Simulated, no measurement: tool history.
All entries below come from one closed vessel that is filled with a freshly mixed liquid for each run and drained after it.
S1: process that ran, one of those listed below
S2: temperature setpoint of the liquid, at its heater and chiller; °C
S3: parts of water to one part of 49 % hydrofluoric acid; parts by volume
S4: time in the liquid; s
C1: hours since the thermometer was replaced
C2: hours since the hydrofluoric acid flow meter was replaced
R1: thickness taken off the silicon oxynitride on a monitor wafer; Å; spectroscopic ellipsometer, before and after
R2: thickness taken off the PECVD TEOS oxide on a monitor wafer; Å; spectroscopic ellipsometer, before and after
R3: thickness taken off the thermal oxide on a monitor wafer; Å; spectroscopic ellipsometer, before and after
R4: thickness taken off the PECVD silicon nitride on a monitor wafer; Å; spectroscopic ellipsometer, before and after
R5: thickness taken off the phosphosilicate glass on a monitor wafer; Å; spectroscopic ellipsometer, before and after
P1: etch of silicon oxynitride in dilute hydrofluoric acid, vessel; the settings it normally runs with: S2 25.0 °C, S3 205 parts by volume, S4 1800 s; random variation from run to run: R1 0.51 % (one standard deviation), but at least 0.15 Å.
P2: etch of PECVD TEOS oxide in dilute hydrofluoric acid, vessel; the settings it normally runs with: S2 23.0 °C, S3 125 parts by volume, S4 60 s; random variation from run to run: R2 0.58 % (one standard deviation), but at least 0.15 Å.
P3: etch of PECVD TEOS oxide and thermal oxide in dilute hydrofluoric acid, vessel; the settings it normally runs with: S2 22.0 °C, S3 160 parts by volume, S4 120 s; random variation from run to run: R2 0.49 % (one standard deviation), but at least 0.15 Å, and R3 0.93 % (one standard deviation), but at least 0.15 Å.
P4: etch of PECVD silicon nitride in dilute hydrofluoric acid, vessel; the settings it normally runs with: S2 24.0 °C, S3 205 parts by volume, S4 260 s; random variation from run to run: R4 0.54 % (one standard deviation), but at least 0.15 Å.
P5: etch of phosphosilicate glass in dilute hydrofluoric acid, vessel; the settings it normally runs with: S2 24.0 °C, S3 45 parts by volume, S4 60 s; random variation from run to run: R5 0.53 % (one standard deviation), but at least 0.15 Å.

run	day	S1	S2	S3	S4	C1	C2	R1	R2	R3	R4	R5
1	0.200	P1	25.0	205	1800	408.8	391.8	394.12				
2	0.346	P1	25.0	205	1800	412.3	395.3	394.77				
3	0.596	P1	29.5	125	1800	418.3	401.3	850.19				
4	0.767	P1	25.0	205	1800	422.4	405.4	392.69				
5	0.933	P3	22.0	160	65	426.4	409.4		36.359	15.172		
6	1.138	P2	23.0	125	105	431.3	414.3		156.830			
7	1.304	P1	25.0	115	1800	435.3	418.3	758.98				
8	1.471	P2	23.0	125	60	439.3	422.3		91.166			
9	1.592	P1	25.0	205	660	442.2	425.2	144.65				
10	1.762	P4	24.0	205	260	446.3	429.3				72.110	
11	1.942	P1	31.0	205	1800	450.6	433.6	510.40				
12	2.100	P3	22.0	160	120	454.4	437.4		67.153	28.575		
13	2.242	P4	24.0	205	40	457.8	440.8				10.796	
14	2.379	P1	25.0	205	2610	461.1	444.1	578.48				
15	2.496	P3	22.0	160	120	463.9	446.9		66.800	28.847		
16	2.667	P1	19.0	205	1800	468.0	451.0	301.21				
17	2.862	P5	29.5	45	60	472.7	455.7					1083.40
18	3.092	P5	24.0	45	60	478.2	461.2					861.65
19	3.221	P1	25.0	320	1800	481.3	464.3	233.16				
20	3.338	P2	27.5	125	60	484.1	467.1		106.360			
21	3.462	P1	25.0	205	1800	487.1	470.1	395.10				
22	3.654	P5	24.0	45	105	491.7	474.7					1511.00
23	3.825	P4	24.0	205	260	495.8	478.8				72.665	
24	4.046	P1	25.0	205	1800	501.1	484.1	397.52				
25	4.192	P5	24.0	45	60	504.6	487.6					858.89
26	4.325	P4	19.5	205	260	507.8	490.8				53.481	
27	4.550	P3	17.0	160	120	513.2	496.2		55.064	23.213		
28	4.779	P1	25.0	205	1800	518.7	501.7	392.92				
29	4.958	P2	23.0	30	60	523.0	506.0		424.820			
30	5.158	P5	24.0	80	60	527.8	510.8					462.93
31	5.371	P4	24.0	345	260	532.9	515.9				42.414	
32	5.592	P3	22.0	70	120	538.2	521.2		170.400	72.638		
33	5.708	P1	25.0	205	1800	541.0	524.0	397.83				
34	5.821	P1	25.0	205	1800	543.7	526.7	395.46				
35	6.062	P1	25.0	205	1800	549.5	532.5	386.08				
36	6.304	P1	25.0	205	1800	555.3	538.3	377.99				
37	6.546	P1	25.0	205	1800	561.1	544.1	368.48				
38	6.717	P1	25.0	205	1800	565.2	548.2	373.49				
39	6.938	P1	25.0	205	1800	570.5	553.5	369.50				
40	7.188	P1	25.0	205	1800	576.5	559.5	371.17				
41	7.333	P1	25.0	205	1800	580.0	563.0	370.67				
42	7.538	P1	25.0	205	1800	584.9	567.9	367.80				

What P1 gives has crept away from where it was. These 2 causes fit the log equally well, each at the size given:
A: liquid colder than its thermometer reads (K) = 1.58
B: hydrofluoric acid flow below the setpoint (%) = 5.84
The creep began at about day 5.821.

The list below offers 4 check runs, each averaging the results of 2 wafers, and shows each result as a question mark. For which of them would the listed causes give clearly different results?
check 1	7.742	P5	29.0	65	60							?
check 2	7.742	P3	17.0	160	70				?	?		
check 3	7.742	P2	23.0	40	90				?			
check 4	7.742	P4	24.0	335	260						?	

What each check would give under each cause:
check	result	if A	if B
check 1	R5	668.12	665.46
check 2	R2	30.131	29.991
check 2	R3	12.828	12.768
check 3	R2	438.880	440.220
check 4	R4	40.022	41.508
How far apart the two closest causes lie, in the result that separates them most: check 1 0.4 %; check 2 0.47 %; check 3 0.31 %; check 4 3.65 %
Only check 4 tells the causes apart: in the others they would give nearly the same result.

The results of check 4 are: R4 41.366 Å. Based on these, which of the listed causes is it?

Of the candidate causes, it is B: hydrofluoric acid flow below the setpoint (%).
